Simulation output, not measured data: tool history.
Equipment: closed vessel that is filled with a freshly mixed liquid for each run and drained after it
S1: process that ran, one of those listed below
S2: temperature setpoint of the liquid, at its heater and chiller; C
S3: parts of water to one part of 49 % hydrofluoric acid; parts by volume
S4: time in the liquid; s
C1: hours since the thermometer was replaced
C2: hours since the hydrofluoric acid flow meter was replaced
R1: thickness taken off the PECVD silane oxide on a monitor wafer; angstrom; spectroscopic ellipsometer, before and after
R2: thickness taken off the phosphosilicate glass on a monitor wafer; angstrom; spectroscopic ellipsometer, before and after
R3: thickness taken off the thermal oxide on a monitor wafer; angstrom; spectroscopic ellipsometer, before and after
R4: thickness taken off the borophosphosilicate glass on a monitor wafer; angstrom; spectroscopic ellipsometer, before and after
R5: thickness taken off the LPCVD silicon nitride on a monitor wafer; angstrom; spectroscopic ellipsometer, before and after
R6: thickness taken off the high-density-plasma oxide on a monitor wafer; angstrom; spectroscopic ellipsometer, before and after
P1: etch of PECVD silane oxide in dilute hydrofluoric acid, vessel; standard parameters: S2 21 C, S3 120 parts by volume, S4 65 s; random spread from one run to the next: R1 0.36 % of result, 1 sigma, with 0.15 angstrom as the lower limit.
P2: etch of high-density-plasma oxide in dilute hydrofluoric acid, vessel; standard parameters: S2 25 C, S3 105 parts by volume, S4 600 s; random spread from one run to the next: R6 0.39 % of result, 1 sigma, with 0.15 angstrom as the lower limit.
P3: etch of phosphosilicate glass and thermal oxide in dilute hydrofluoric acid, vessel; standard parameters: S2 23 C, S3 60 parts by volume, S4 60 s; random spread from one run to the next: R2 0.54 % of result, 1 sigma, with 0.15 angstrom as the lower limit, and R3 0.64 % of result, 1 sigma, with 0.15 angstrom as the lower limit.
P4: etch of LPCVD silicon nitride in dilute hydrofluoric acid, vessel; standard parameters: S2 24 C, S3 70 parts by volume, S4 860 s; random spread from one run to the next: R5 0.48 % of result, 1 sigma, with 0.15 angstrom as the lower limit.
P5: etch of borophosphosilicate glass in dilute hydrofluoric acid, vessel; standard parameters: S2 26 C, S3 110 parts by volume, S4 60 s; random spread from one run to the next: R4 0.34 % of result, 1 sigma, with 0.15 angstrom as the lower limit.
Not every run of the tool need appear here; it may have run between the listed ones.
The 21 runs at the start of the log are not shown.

{"run": 22, "hour": 150.3, "S1": "P3", "S2": 23, "S3": 60, "S4": 60, "C1": 20.1, "C2": 709.5, "R2": 1951.9, "R3": 47.483}
{"run": 23, "hour": 157.3, "S1": "P1", "S2": 17, "S3": 30, "S4": 65, "C1": 27.1, "C2": 716.5, "R1": 818.17}
{"run": 24, "hour": 165.1, "S1": "P1", "S2": 21, "S3": 220, "S4": 65, "C1": 34.9, "C2": 724.3, "R1": 106.4}
{"run": 25, "hour": 174.2, "S1": "P3", "S2": 23, "S3": 60, "S4": 60, "C1": 44, "C2": 733.4, "R2": 1940.9, "R3": 47.018}
{"run": 26, "hour": 183.4, "S1": "P3", "S2": 23, "S3": 20, "S4": 60, "C1": 53.2, "C2": 742.6, "R2": 6175.9, "R3": 149.14}
{"run": 27, "hour": 190.2, "S1": "P1", "S2": 17, "S3": 165, "S4": 65, "C1": 60, "C2": 749.4, "R1": 129.05}
{"run": 28, "hour": 195.9, "S1": "P2", "S2": 25, "S3": 105, "S4": 600, "C1": 65.7, "C2": 755.1, "R6": 530.06}
{"run": 29, "hour": 205.3, "S1": "P4", "S2": 32, "S3": 70, "S4": 860, "C1": 75.1, "C2": 764.5, "R5": 98.716}
{"run": 30, "hour": 213.1, "S1": "P3", "S2": 23, "S3": 60, "S4": 30, "C1": 82.9, "C2": 772.3, "R2": 983.22, "R3": 23.742}
{"run": 31, "hour": 222.3, "S1": "P1", "S2": 21, "S3": 120, "S4": 65, "C1": 92.1, "C2": 781.5, "R1": 217.36}
{"run": 32, "hour": 230.5, "S1": "P1", "S2": 21, "S3": 120, "S4": 65, "C1": 100.3, "C2": 789.7, "R1": 217.34}
{"run": 33, "hour": 237.9, "S1": "P4", "S2": 24, "S3": 70, "S4": 860, "C1": 107.7, "C2": 797.1, "R5": 58.302}
{"run": 34, "hour": 242.4, "S1": "P5", "S2": 26, "S3": 110, "S4": 30, "C1": 112.2, "C2": 801.6, "R4": 158.01}
{"run": 35, "hour": 246.7, "S1": "P1", "S2": 21, "S3": 120, "S4": 65, "C1": 116.5, "C2": 805.9, "R1": 218.35}

Run 36 has not been measured yet. What should we expect?
{"run": 36, "hour": 253.4, "S1": "P1", "S2": 21, "S3": 120, "S4": 65, "C1": 123.2, "C2": 812.6, "R1": "?"}

Run 36 yielded R1 224.33 angstrom.

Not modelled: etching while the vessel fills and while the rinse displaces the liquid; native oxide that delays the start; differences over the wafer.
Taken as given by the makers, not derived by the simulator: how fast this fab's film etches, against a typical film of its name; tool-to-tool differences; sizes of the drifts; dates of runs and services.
